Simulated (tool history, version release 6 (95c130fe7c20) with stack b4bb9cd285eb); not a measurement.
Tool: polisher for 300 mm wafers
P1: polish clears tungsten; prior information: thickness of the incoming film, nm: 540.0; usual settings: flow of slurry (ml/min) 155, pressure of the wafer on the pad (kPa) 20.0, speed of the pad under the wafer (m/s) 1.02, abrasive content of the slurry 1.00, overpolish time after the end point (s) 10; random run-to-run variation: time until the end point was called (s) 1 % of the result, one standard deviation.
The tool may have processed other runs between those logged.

run	hour	flow of slurry (ml/min)	pressure of the wafer on the pad (kPa)	speed of the pad under the wafer (m/s)	abrasive content of the slurry	overpolish time after the end point (s)	wafers polished on this pad	hours since the slurry nozzle was cleaned	hours since the head pressure was calibrated	hours since the slurry blender was calibrated	hours since the slurry got fresh peroxide	time until the end point was called (s)
1	4.9	155	20.0	1.02	1.00	10	399	563.1	112.8	221.1	34.7	139.330
2	11.7	155	20.0	1.02	0.55	10	457	569.9	119.6	227.9	41.5	165.540
3	17.9	155	20.0	1.32	1.00	10	510	576.1	125.8	234.1	47.7	108.050
4	24.4	155	20.0	1.02	1.00	19	565	582.6	132.3	240.6	54.2	140.710
5	29.8	155	29.6	1.02	1.00	3	611	588.0	137.7	246.0	59.6	95.471
6	33.6	155	20.0	0.50	1.00	10	643	591.8	141.5	249.8	63.4	290.410
7	40.0	155	26.9	1.02	1.30	10	697	598.2	147.9	256.2	69.8	100.040
8	47.5	155	25.5	1.02	1.00	10	761	605.7	155.4	263.7	77.3	111.370
9	50.9	215	20.0	0.68	1.00	10	790	609.1	158.8	267.1	80.7	200.650
# hour 52.1: worn pad replaced by a new one
10	57.6	155	20.0	1.02	1.00	10	47	615.8	165.5	273.8	87.4	143.550
11	64.3	95	20.0	1.02	1.00	10	103	622.5	172.2	280.5	94.1	154.380
12	68.7	155	20.0	1.02	1.00	10	141	626.9	176.6	284.9	98.5	143.590

Estimate the outcome of run 13 from the log above:
13	72.7	155	20.0	1.02	1.40	10	175	630.9	180.6	288.9	102.5	?

time until the end point was called (s): 130.320

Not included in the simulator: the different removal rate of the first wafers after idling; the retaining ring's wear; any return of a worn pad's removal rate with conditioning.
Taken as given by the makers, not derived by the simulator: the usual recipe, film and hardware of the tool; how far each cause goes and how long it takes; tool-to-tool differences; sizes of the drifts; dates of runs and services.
